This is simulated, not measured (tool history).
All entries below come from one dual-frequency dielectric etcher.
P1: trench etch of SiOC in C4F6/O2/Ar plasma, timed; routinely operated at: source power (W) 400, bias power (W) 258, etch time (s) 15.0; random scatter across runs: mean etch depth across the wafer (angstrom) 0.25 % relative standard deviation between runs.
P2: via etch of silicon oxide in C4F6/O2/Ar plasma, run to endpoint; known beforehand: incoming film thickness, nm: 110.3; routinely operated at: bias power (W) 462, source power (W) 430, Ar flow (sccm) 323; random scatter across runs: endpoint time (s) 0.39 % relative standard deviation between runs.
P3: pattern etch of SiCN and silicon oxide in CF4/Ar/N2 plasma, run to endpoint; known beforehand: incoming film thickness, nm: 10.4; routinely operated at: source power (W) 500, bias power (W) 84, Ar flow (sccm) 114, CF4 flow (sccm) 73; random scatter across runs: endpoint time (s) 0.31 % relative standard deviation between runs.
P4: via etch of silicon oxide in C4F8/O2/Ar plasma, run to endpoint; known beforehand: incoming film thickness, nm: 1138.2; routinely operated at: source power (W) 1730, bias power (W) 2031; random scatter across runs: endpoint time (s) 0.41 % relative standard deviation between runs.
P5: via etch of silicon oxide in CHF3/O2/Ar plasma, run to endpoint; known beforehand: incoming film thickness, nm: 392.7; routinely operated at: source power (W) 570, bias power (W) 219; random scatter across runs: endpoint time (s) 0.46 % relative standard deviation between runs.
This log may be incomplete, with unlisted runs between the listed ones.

run,hour,process that ran,source power (W),bias power (W),etch time (s),Ar flow (sccm),CF4 flow (sccm),mean etch depth across the wafer (angstrom),endpoint time (s)
1,7.6,P1,400,258,15.0,,,346.63,
2,14.9,P1,400,258,20.0,,,463.28,
3,21.9,P1,400,258,15.0,,,347.73,
4,32.9,P2,260,462,,323,,,30.0620
# hour 37.1: source power generator calibrated
5,40.4,P1,400,258,15.0,,,347.10,
6,47.8,P3,630,84,,114,73,,8.4023
7,54.1,P3,500,84,,114,73,,10.4250
8,66.6,P2,430,462,,323,,,24.9110
9,73.2,P2,430,277,,323,,,30.0310
10,84.8,P1,400,258,15.0,,,346.72,
11,98.2,P3,500,52,,114,73,,12.1970
12,105.4,P1,400,172,15.0,,,304.59,
13,112.7,P4,1730,2438,,,,,230.7200
14,119.3,P5,570,219,,,,,182.5100
15,129.0,P1,470,258,11.5,,,283.83,
16,140.9,P1,550,258,15.0,,,393.97,
17,151.8,P1,300,258,9.0,,,186.99,
18,161.8,P4,1730,2031,,,,,243.2600
19,174.0,P1,400,323,15.0,,,377.23,
20,180.8,P3,500,84,,114,55,,10.7930
21,193.9,P1,310,258,9.0,,,189.50,
22,200.4,P5,760,219,,,,,162.7400
23,213.6,P1,400,258,9.0,,,209.08,
24,223.5,P2,430,462,,323,,,25.0070
25,237.1,P3,500,84,,82,73,,9.9125
26,243.2,P4,1410,2031,,,,,262.2700
27,250.7,P5,570,306,,,,,162.2300
28,257.8,P1,300,258,15.0,,,311.58,
29,268.7,P2,430,462,,420,,,25.9050
30,275.0,P1,400,258,15.0,,,347.85,
31,283.8,P1,400,258,15.0,,,349.83,
32,290.2,P1,400,258,15.0,,,351.82,
33,303.0,P1,400,258,15.0,,,351.58,
# hour 309.4: wet clean of the chamber
34,311.7,P1,400,258,15.0,,,352.03,
35,319.1,P1,400,258,15.0,,,352.23,
36,332.2,P1,400,258,15.0,,,352.65,

Compared with where it was, what P1 gives has crept away. Each cause listed below fits the log as well as the rest, at the size given for it:
A: source power that arrives over what is set, % = 4.02
B: bias power that arrives over what is set, % = 4.5
At approximately hour 275.0, the process output began to creep.
Other possible causes, and why each is ruled out:
chamber walls in a state that raises the etch rate, %: serviced at hour 309.4, which brought nothing back

4 check runs are offered, each on 2 wafers whose results are averaged, their results left as question marks. Which one tells the causes apart?
check 1,345.3,P4,1730,2406,,,,,?
check 2,345.3,P3,500,84,,82,73,,?
check 3,345.3,P5,570,287,,,,,?
check 4,345.3,P2,270,286,,323,,,?

How each check would come out, cause by cause:
check,result,if A,if B
check 1,endpoint time (s),227.6300,228.1400
check 2,endpoint time (s),9.5769,9.7708
check 3,endpoint time (s),164.0900,163.8400
check 4,endpoint time (s),34.8070,34.7860
Smallest distance between any two causes, each pair judged by its most separating result, in per cent: check 1 0.22 %; check 2 2 %; check 3 0.15 %; check 4 0.06 %
Check 2 tells the causes apart: in the others they would give nearly the same result.

With check 2 done, the readings were: endpoint time (s) 9.7721. Identify which of the listed causes applies.

It was cause B: bias power that arrives over what is set, %.
